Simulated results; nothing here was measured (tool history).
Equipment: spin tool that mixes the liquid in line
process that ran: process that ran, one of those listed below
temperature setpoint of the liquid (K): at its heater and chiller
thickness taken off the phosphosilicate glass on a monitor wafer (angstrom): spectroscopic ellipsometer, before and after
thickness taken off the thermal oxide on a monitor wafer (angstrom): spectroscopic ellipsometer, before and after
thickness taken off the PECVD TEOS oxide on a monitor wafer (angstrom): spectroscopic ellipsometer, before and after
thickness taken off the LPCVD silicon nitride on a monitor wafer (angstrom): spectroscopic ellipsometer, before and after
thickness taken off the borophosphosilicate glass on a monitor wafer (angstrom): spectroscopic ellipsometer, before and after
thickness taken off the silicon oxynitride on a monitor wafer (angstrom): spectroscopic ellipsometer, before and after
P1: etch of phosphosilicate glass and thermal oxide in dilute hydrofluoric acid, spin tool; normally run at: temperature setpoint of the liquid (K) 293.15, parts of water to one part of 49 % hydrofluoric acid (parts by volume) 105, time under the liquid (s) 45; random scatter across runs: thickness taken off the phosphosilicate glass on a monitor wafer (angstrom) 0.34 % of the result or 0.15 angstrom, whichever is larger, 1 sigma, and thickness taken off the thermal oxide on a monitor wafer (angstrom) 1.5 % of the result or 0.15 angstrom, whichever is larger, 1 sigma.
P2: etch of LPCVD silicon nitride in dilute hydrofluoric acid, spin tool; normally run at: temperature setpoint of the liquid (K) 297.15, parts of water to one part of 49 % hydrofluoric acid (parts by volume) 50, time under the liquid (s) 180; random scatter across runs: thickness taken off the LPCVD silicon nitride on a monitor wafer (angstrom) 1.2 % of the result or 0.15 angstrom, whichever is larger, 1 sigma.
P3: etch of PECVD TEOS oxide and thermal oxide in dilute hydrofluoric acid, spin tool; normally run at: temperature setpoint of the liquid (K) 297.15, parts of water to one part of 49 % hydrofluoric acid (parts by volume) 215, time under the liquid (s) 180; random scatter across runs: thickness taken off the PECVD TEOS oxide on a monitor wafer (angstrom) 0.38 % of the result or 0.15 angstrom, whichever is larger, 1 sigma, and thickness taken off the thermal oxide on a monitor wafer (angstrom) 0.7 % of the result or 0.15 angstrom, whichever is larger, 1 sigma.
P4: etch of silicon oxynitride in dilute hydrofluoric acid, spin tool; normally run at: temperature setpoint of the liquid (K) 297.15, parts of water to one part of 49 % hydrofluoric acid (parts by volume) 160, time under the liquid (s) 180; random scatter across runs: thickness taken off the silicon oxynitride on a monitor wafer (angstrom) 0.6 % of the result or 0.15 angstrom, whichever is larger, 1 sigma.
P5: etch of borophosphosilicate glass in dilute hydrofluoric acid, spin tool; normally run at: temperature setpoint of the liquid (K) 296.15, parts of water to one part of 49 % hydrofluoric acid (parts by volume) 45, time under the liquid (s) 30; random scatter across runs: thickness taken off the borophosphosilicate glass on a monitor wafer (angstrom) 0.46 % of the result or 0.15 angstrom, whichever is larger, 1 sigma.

run,hour,process that ran,temperature setpoint of the liquid (K),parts of water to one part of 49 % hydrofluoric acid (parts by volume),time under the liquid (s),hours since the thermometer was replaced,hours since the hydrofluoric acid flow meter was replaced,thickness taken off the phosphosilicate glass on a monitor wafer (angstrom),thickness taken off the thermal oxide on a monitor wafer (angstrom),thickness taken off the PECVD TEOS oxide on a monitor wafer (angstrom),thickness taken off the LPCVD silicon nitride on a monitor wafer (angstrom),thickness taken off the borophosphosilicate glass on a monitor wafer (angstrom),thickness taken off the silicon oxynitride on a monitor wafer (angstrom)
1,4.8,P1,293.15,105,45,224.4,636.9,501.24,16.9030,,,,
2,8.8,P1,293.15,105,45,228.4,640.9,501.15,16.8960,,,,
3,11.2,P1,297.65,105,45,230.8,643.3,605.00,20.6130,,,,
4,15.9,P3,297.15,330,180,235.5,648.0,,20.4540,47.6200,,,
5,20.3,P1,290.15,105,30,239.9,652.4,296.31,9.9036,,,,
6,25.1,P2,297.15,50,355,244.7,657.2,,,,37.128,,
7,28.5,P3,291.15,215,180,248.1,660.6,,28.2750,65.7720,,,
8,33.4,P1,293.15,105,65,253.0,665.5,726.40,24.7970,,,,
9,36.0,P1,293.15,105,25,255.6,668.1,278.81,9.3080,,,,
10,39.8,P1,293.15,105,45,259.4,671.9,502.93,16.9520,,,,
11,44.5,P5,296.15,45,30,264.1,676.6,,,,,465.94,
12,47.1,P5,296.15,45,15,266.7,679.2,,,,,229.62,
13,51.4,P1,297.15,140,45,271.0,683.5,423.89,14.6620,,,,
14,54.7,P2,297.15,50,180,274.3,686.8,,,,18.943,,
15,57.6,P4,297.15,160,180,277.2,689.7,,,,,,33.688
16,59.7,P3,297.15,215,15,279.3,691.8,,2.9496,6.9833,,,
17,62.9,P1,293.15,145,45,282.5,695.0,349.77,12.0670,,,,
18,65.4,P1,290.15,105,45,285.0,697.5,443.67,14.7740,,,,
19,68.1,P4,304.65,160,180,287.7,700.2,,,,,,47.009
20,71.3,P4,297.15,295,180,290.9,703.4,,,,,,16.903
21,75.1,P1,293.15,105,45,294.7,707.2,505.46,16.9170,,,,
22,79.2,P5,301.15,45,30,298.8,711.3,,,,,563.73,
23,83.6,P5,296.15,75,30,303.2,715.7,,,,,265.10,
24,86.0,P4,297.15,160,180,305.6,718.1,,,,,,33.476
25,90.3,P3,297.15,215,180,309.9,722.4,,34.7110,82.1220,,,
26,94.0,P2,291.65,50,180,313.6,726.1,,,,12.900,,
27,98.1,P1,293.15,65,45,317.7,730.2,851.05,27.8410,,,,
28,100.3,P1,293.15,105,45,319.9,732.4,500.54,17.0130,,,,
29,104.7,P4,297.15,160,330,324.3,736.8,,,,,,61.444
30,107.0,P2,297.15,85,180,326.6,739.1,,,,11.273,,
31,110.3,P3,297.15,215,180,329.9,742.4,,34.3770,82.3520,,,
32,113.9,P1,293.15,105,45,333.5,746.0,502.89,16.5120,,,,
33,118.5,P1,293.15,105,45,338.1,750.6,484.06,16.2670,,,,
34,121.7,P1,293.15,105,45,341.3,753.8,477.71,15.6920,,,,
35,125.1,P1,293.15,105,45,344.7,757.2,471.05,15.8410,,,,
36,128.8,P1,293.15,105,45,348.4,760.9,469.69,15.1660,,,,
37,131.7,P1,293.15,105,45,351.3,763.8,465.99,15.3870,,,,
38,134.9,P1,293.15,105,45,354.5,767.0,462.93,15.2570,,,,
39,137.6,P1,293.15,105,45,357.2,769.7,465.16,15.4600,,,,

Run 40, settings as shown, results not yet in. Your forecast:
40,139.7,P1,293.15,105,45,359.3,771.8,?,?,,,,

{"run 40": {"thickness taken off the phosphosilicate glass on a monitor wafer (angstrom)": 458.4, "thickness taken off the thermal oxide on a monitor wafer (angstrom)": 15.823}}

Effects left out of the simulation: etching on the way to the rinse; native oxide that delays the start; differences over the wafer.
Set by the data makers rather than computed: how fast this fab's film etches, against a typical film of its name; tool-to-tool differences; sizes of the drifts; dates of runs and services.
